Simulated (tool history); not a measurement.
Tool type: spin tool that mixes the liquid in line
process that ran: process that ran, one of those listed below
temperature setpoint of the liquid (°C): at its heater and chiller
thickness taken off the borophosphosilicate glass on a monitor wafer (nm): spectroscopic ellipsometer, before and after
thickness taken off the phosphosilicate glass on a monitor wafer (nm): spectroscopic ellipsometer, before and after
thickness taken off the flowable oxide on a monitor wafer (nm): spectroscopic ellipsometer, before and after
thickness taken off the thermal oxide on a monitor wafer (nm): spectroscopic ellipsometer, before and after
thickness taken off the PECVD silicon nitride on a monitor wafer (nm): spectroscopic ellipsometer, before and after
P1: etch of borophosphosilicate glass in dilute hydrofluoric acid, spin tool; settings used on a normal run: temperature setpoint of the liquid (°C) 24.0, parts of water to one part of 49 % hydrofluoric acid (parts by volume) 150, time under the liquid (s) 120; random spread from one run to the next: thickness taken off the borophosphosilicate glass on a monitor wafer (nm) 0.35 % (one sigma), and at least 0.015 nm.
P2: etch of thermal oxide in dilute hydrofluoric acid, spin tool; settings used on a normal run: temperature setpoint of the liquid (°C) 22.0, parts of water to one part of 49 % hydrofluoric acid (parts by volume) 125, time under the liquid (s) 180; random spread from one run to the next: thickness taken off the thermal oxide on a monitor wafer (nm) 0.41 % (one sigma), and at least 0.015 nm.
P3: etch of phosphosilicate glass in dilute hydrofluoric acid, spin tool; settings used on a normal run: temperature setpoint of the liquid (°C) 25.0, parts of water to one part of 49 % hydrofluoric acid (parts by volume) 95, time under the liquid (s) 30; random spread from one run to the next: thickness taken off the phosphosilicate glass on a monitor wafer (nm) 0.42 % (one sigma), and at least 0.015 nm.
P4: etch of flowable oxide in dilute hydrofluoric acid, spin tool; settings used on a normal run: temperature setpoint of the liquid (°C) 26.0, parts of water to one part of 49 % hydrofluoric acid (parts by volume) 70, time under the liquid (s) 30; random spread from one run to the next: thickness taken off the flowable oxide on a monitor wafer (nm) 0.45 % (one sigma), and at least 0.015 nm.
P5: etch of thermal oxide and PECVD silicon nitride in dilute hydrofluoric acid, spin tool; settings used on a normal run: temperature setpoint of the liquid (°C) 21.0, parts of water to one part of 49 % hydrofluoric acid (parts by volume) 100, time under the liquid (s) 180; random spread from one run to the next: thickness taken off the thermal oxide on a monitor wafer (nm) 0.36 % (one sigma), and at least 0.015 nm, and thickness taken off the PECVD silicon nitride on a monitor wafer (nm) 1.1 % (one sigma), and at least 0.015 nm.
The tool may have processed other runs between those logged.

run	hour	process that ran	temperature setpoint of the liquid (°C)	parts of water to one part of 49 % hydrofluoric acid (parts by volume)	time under the liquid (s)	hours since the thermometer was replaced	hours since the hydrofluoric acid flow meter was replaced	thickness taken off the borophosphosilicate glass on a monitor wafer (nm)	thickness taken off the phosphosilicate glass on a monitor wafer (nm)	thickness taken off the flowable oxide on a monitor wafer (nm)	thickness taken off the thermal oxide on a monitor wafer (nm)	thickness taken off the PECVD silicon nitride on a monitor wafer (nm)
1	2.8	P1	24.0	150	120	232.8	1621.1	29.7190				
2	6.7	P3	25.0	95	30	236.7	1625.0		25.370			
3	11.2	P3	25.0	95	45	241.2	1629.5		37.764			
4	16.7	P1	20.0	150	120	246.7	1635.0	25.5090				
5	20.2	P4	18.0	70	30	250.2	1638.5			12.786		
6	23.6	P2	22.0	125	180	253.6	1641.9				6.2669	
7	28.3	P5	25.5	100	180	258.3	1646.6				9.5611	3.34670
8	32.7	P1	24.0	150	120	262.7	1651.0	29.8280				
9	36.7	P2	22.0	125	85	266.7	1655.0				2.9539	
10	39.3	P1	24.0	150	15	269.3	1657.6	3.7204				
11	44.0	P1	24.0	260	170	274.0	1662.3	21.6940				
12	47.7	P1	24.0	150	120	277.7	1666.0	29.8400				
13	51.8	P3	25.0	95	30	281.8	1670.1		25.187			
14	56.9	P2	22.0	170	180	286.9	1675.2				4.3199	
15	60.6	P4	26.0	70	30	290.6	1678.9			18.069		
16	63.5	P4	26.0	20	30	293.5	1681.8			67.366		
17	66.4	P5	21.0	35	180	296.4	1684.7				24.6150	6.99610
18	70.7	P3	25.0	140	30	300.7	1689.0		16.232			
19	73.8	P1	28.5	150	120	303.8	1692.1	35.2710				
20	78.0	P5	21.0	100	180	308.0	1696.3				7.9144	2.52940
21	83.4	P1	24.0	205	120	313.4	1701.7	20.5290				
22	87.4	P1	24.0	150	180	317.4	1705.7	44.9680				
23	93.1	P3	19.5	95	30	323.1	1711.4		20.263			
24	98.7	P1	24.0	150	120	328.7	1717.0	29.6450				
25	103.3	P1	24.0	60	120	333.3	1721.6	82.9640				
26	105.9	P4	26.0	70	45	335.9	1724.2			26.657		
27	109.8	P2	29.5	125	180	339.8	1728.1				8.2108	
28	113.2	P5	21.0	100	65	343.2	1731.5				2.9089	0.88289
29	117.8	P1	24.0	150	120	347.8	1736.1	29.6870				
30	122.4	P1	24.0	150	120	352.4	1740.7	28.6870				
31	127.9	P1	24.0	150	120	357.9	1746.2	28.2050				
32	131.7	P1	24.0	150	120	361.7	1750.0	27.8260				
33	134.5	P1	24.0	150	120	364.5	1752.8	27.8850				
34	140.1	P1	24.0	150	120	370.1	1758.4	27.6850				
35	142.7	P1	24.0	150	120	372.7	1761.0	27.7550				

P1 has crept away from where it was. The log is fitted equally well by each of these 2 causes, at the sizes shown:
A: hydrofluoric acid flow below the setpoint (%) = 6.01
B: liquid colder than its thermometer reads (K) = 1.89
The process output started creeping at around hour 117.8.

4 check runs are offered, each on 2 wafers whose results are averaged, their results left as question marks. Which one tells the causes apart?
check 1	145.3	P5	21.0	100	180						?	?
check 2	145.3	P2	22.0	125	180						?	
check 3	145.3	P3	25.0	95	30				?			
check 4	145.3	P4	26.0	70	30					?		

How each check would come out, cause by cause:
check	result	if A	if B
check 1	thickness taken off the thermal oxide on a monitor wafer (nm)	7.4586	7.3964
check 1	thickness taken off the PECVD silicon nitride on a monitor wafer (nm)	2.32310	2.17040
check 2	thickness taken off the thermal oxide on a monitor wafer (nm)	5.8111	5.7838
check 3	thickness taken off the phosphosilicate glass on a monitor wafer (nm)	23.625	23.495
check 4	thickness taken off the flowable oxide on a monitor wafer (nm)	16.737	16.606
Minimum pairwise separation of causes per check, each pair taken at its best-separating result: check 1 6.8 %; check 2 0.47 %; check 3 0.55 %; check 4 0.78 %
Only in check 1 would the causes give clearly different results; in the remaining checks their results would be nearly the same.

Then check 1 was run and gave: thickness taken off the thermal oxide on a monitor wafer (nm) 7.4390; thickness taken off the PECVD silicon nitride on a monitor wafer (nm) 2.31340. Which cause is it?

The cause is A: hydrofluoric acid flow below the setpoint (%).
